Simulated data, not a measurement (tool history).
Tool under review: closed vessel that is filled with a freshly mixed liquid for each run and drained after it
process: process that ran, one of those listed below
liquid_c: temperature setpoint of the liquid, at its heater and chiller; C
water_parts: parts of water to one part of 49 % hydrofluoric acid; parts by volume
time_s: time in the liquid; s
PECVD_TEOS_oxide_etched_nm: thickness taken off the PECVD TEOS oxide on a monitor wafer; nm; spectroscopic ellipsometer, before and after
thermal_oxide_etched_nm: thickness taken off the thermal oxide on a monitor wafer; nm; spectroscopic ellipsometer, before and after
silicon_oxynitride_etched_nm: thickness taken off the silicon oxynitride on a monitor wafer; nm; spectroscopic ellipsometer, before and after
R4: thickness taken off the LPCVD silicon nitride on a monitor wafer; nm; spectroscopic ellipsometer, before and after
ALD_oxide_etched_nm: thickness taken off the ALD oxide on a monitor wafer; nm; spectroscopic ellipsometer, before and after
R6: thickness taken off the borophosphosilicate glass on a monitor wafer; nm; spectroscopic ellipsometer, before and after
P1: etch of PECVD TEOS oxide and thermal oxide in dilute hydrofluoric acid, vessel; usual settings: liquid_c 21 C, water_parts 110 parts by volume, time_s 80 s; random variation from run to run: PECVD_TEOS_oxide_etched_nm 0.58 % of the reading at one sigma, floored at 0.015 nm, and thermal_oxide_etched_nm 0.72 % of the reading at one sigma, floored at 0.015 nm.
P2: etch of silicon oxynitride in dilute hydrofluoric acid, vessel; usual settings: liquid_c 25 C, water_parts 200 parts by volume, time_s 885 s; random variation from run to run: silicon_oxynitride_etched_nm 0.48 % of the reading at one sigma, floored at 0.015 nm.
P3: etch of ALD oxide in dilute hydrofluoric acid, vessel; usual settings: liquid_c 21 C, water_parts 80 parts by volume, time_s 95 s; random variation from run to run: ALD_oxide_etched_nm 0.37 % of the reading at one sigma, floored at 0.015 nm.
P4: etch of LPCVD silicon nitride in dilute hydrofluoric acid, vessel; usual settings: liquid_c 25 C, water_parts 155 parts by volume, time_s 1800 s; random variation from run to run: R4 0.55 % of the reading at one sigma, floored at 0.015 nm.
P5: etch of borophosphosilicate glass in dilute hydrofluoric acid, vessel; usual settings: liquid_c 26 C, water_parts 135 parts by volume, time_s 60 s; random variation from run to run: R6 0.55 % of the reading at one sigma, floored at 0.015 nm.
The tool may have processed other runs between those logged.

Run 1, day 0.175: process P1, liquid_c 21 C, water_parts 110 parts by volume, time_s 80 s. Result: PECVD_TEOS_oxide_etched_nm 15.509 nm, thermal_oxide_etched_nm 2.9154 nm.
Run 2, day 0.442: process P2, liquid_c 33.5 C, water_parts 200 parts by volume, time_s 885 s. Result: silicon_oxynitride_etched_nm 25.701 nm.
Run 3, day 0.721: process P4, liquid_c 25 C, water_parts 280 parts by volume, time_s 1800 s. Result: R4 3.4281 nm.
Run 4, day 0.958: process P3, liquid_c 21 C, water_parts 80 parts by volume, time_s 40 s. Result: ALD_oxide_etched_nm 7.7983 nm.
Run 5, day 1.175: process P3, liquid_c 21 C, water_parts 20 parts by volume, time_s 95 s. Result: ALD_oxide_etched_nm 79.841 nm.
Run 6, day 1.383: process P1, liquid_c 21 C, water_parts 110 parts by volume, time_s 80 s. Result: PECVD_TEOS_oxide_etched_nm 15.409 nm, thermal_oxide_etched_nm 2.9332 nm.
Run 7, day 1.625: process P1, liquid_c 21 C, water_parts 110 parts by volume, time_s 80 s. Result: PECVD_TEOS_oxide_etched_nm 15.154 nm, thermal_oxide_etched_nm 2.8717 nm.
Run 8, day 1.771: process P3, liquid_c 21 C, water_parts 80 parts by volume, time_s 95 s. Result: ALD_oxide_etched_nm 18.603 nm.
Run 9, day 1.979: process P2, liquid_c 25 C, water_parts 200 parts by volume, time_s 1620 s. Result: silicon_oxynitride_etched_nm 32.317 nm.
Run 10, day 2.2: process P1, liquid_c 17 C, water_parts 40 parts by volume, time_s 80 s. Result: PECVD_TEOS_oxide_etched_nm 38.522 nm, thermal_oxide_etched_nm 7.3202 nm.
Run 11, day 2.433: process P1, liquid_c 21 C, water_parts 185 parts by volume, time_s 80 s. Result: PECVD_TEOS_oxide_etched_nm 8.5179 nm, thermal_oxide_etched_nm 1.6033 nm.
Run 12, day 2.662: process P1, liquid_c 27 C, water_parts 110 parts by volume, time_s 80 s. Result: PECVD_TEOS_oxide_etched_nm 19.519 nm, thermal_oxide_etched_nm 3.7492 nm.
Run 13, day 2.921: process P2, liquid_c 25 C, water_parts 290 parts by volume, time_s 885 s. Result: silicon_oxynitride_etched_nm 11.427 nm.
Run 14, day 3.071: process P1, liquid_c 21 C, water_parts 110 parts by volume, time_s 80 s. Result: PECVD_TEOS_oxide_etched_nm 15.34 nm, thermal_oxide_etched_nm 2.9439 nm.
Run 15, day 3.308: process P4, liquid_c 25 C, water_parts 155 parts by volume, time_s 1800 s. Result: R4 6.1927 nm.
Run 16, day 3.488: process P3, liquid_c 25.5 C, water_parts 80 parts by volume, time_s 95 s. Result: ALD_oxide_etched_nm 22.258 nm.
Run 17, day 3.754: process P5, liquid_c 26 C, water_parts 135 parts by volume, time_s 30 s. Result: R6 9.8976 nm.
Run 18, day 3.962: process P3, liquid_c 21 C, water_parts 80 parts by volume, time_s 95 s. Result: ALD_oxide_etched_nm 18.492 nm.
Run 19, day 4.192: process P2, liquid_c 25 C, water_parts 200 parts by volume, time_s 885 s. Result: silicon_oxynitride_etched_nm 18.045 nm.
Run 20, day 4.342: process P5, liquid_c 22 C, water_parts 135 parts by volume, time_s 60 s. Result: R6 16.889 nm.
Run 21, day 4.558: process P4, liquid_c 25 C, water_parts 155 parts by volume, time_s 925 s. Result: R4 3.2027 nm.
Run 22, day 4.742: process P5, liquid_c 26 C, water_parts 25 parts by volume, time_s 60 s. Result: R6 124.47 nm.
Run 23, day 4.908: process P1, liquid_c 29 C, water_parts 110 parts by volume, time_s 155 s. Result: PECVD_TEOS_oxide_etched_nm 40.898 nm, thermal_oxide_etched_nm 7.6416 nm.
Run 24, day 5.075: process P1, liquid_c 21 C, water_parts 110 parts by volume, time_s 80 s. Result: PECVD_TEOS_oxide_etched_nm 15.361 nm, thermal_oxide_etched_nm 2.9335 nm.
Run 25, day 5.375: process P1, liquid_c 21 C, water_parts 110 parts by volume, time_s 150 s. Result: PECVD_TEOS_oxide_etched_nm 28.873 nm, thermal_oxide_etched_nm 5.4024 nm.
Run 26, day 5.675: process P4, liquid_c 25 C, water_parts 155 parts by volume, time_s 1800 s. Result: R4 6.2171 nm.
Run 27, day 5.812: process P4, liquid_c 30 C, water_parts 155 parts by volume, time_s 1800 s. Result: R4 8.4248 nm.
Run 28, day 6.092: process P1, liquid_c 21 C, water_parts 110 parts by volume, time_s 30 s. Result: PECVD_TEOS_oxide_etched_nm 5.7989 nm, thermal_oxide_etched_nm 1.0949 nm.
Run 29, day 6.396: process P2, liquid_c 25 C, water_parts 200 parts by volume, time_s 885 s. Result: silicon_oxynitride_etched_nm 17.963 nm.
Run 30, day 6.529: process P1, liquid_c 21 C, water_parts 35 parts by volume, time_s 80 s. Result: PECVD_TEOS_oxide_etched_nm 52.417 nm, thermal_oxide_etched_nm 9.9759 nm.
Run 31, day 6.692: process P5, liquid_c 26 C, water_parts 135 parts by volume, time_s 60 s. Result: R6 19.744 nm.
Run 32, day 6.875: process P5, liquid_c 26 C, water_parts 135 parts by volume, time_s 60 s. Result: R6 19.798 nm.
Run 33, day 7.008: process P1, liquid_c 21 C, water_parts 110 parts by volume, time_s 80 s. Result: PECVD_TEOS_oxide_etched_nm 15.293 nm, thermal_oxide_etched_nm 2.9057 nm.
Run 34, day 7.229: process P1, liquid_c 17 C, water_parts 110 parts by volume, time_s 80 s. Result: PECVD_TEOS_oxide_etched_nm 12.851 nm, thermal_oxide_etched_nm 2.4814 nm.
Run 35, day 7.45: process P1, liquid_c 21 C, water_parts 110 parts by volume, time_s 80 s. Result: PECVD_TEOS_oxide_etched_nm 15.383 nm, thermal_oxide_etched_nm 2.8841 nm.
Run 36, day 7.708: process P1, liquid_c 21 C, water_parts 110 parts by volume, time_s 80 s. Result: PECVD_TEOS_oxide_etched_nm 14.666 nm, thermal_oxide_etched_nm 2.825 nm.
Run 37, day 7.933: process P1, liquid_c 21 C, water_parts 110 parts by volume, time_s 80 s. Result: PECVD_TEOS_oxide_etched_nm 14.546 nm, thermal_oxide_etched_nm 2.777 nm.
Run 38, day 8.208: process P1, liquid_c 21 C, water_parts 110 parts by volume, time_s 80 s. Result: PECVD_TEOS_oxide_etched_nm 14.41 nm, thermal_oxide_etched_nm 2.719 nm.
Run 39, day 8.417: process P1, liquid_c 21 C, water_parts 110 parts by volume, time_s 80 s. Result: PECVD_TEOS_oxide_etched_nm 14.298 nm, thermal_oxide_etched_nm 2.7161 nm.
Run 40, day 8.55: process P1, liquid_c 21 C, water_parts 110 parts by volume, time_s 80 s. Result: PECVD_TEOS_oxide_etched_nm 14.248 nm, thermal_oxide_etched_nm 2.6908 nm.
Run 41, day 8.758: process P1, liquid_c 21 C, water_parts 110 parts by volume, time_s 80 s. Result: PECVD_TEOS_oxide_etched_nm 14.3 nm, thermal_oxide_etched_nm 2.7409 nm.
Run 42, day 9: process P1, liquid_c 21 C, water_parts 110 parts by volume, time_s 80 s. Result: PECVD_TEOS_oxide_etched_nm 14.285 nm, thermal_oxide_etched_nm 2.6939 nm.
Run 43, day 9.183: process P1, liquid_c 21 C, water_parts 110 parts by volume, time_s 80 s. Result: PECVD_TEOS_oxide_etched_nm 14.236 nm, thermal_oxide_etched_nm 2.734 nm.
Run 44, day 9.392: process P1, liquid_c 21 C, water_parts 110 parts by volume, time_s 80 s. Result: PECVD_TEOS_oxide_etched_nm 14.248 nm, thermal_oxide_etched_nm 2.6879 nm.
Run 45, day 9.529: process P1, liquid_c 21 C, water_parts 110 parts by volume, time_s 80 s. Result: PECVD_TEOS_oxide_etched_nm 14.286 nm, thermal_oxide_etched_nm 2.6606 nm.
Run 46, day 9.717: process P1, liquid_c 21 C, water_parts 110 parts by volume, time_s 80 s. Result: PECVD_TEOS_oxide_etched_nm 14.235 nm, thermal_oxide_etched_nm 2.6592 nm.

Compared with where it was, what P1 gives has crept away. Each cause listed below fits the log as well as the rest, at the size given for it:
A: hydrofluoric acid flow below the setpoint (%) = 7.04
B: liquid colder than its thermometer reads (K) = 2.02
The drift started at roughly day 7.45.

4 check runs are offered, one wafer each, their results left as question marks. Which one tells the causes apart?
Run check 1, day 9.904: process P2, liquid_c 25 C, water_parts 200 parts by volume, time_s 885 s. Result: silicon_oxynitride_etched_nm ?.
Run check 2, day 9.904: process P4, liquid_c 25 C, water_parts 155 parts by volume, time_s 1800 s. Result: R4 ?.
Run check 3, day 9.904: process P3, liquid_c 21 C, water_parts 80 parts by volume, time_s 95 s. Result: ALD_oxide_etched_nm ?.
Run check 4, day 9.904: process P5, liquid_c 26 C, water_parts 135 parts by volume, time_s 60 s. Result: R6 ?.

Outcome of each check run for each possible cause:
  check                        result    if A    if B
check 1  silicon_oxynitride_etched_nm  16.456  16.366
check 2                            R4  5.7464  5.4253
check 3           ALD_oxide_etched_nm  17.142  17.074
check 4                            R6  18.185  18.333
Distance between the nearest two causes, measured in the result of the check that separates them most: check 1 0.55 %; check 2 5.75 %; check 3 0.39 %; check 4 0.81 %
Of the check runs offered, only check 2 discriminates between the causes; the rest would read about the same regardless of which cause applies.

With check 2 done, the readings were: R4 5.4642 nm. Identify which of the listed causes applies.

It is B: liquid colder than its thermometer reads (K).

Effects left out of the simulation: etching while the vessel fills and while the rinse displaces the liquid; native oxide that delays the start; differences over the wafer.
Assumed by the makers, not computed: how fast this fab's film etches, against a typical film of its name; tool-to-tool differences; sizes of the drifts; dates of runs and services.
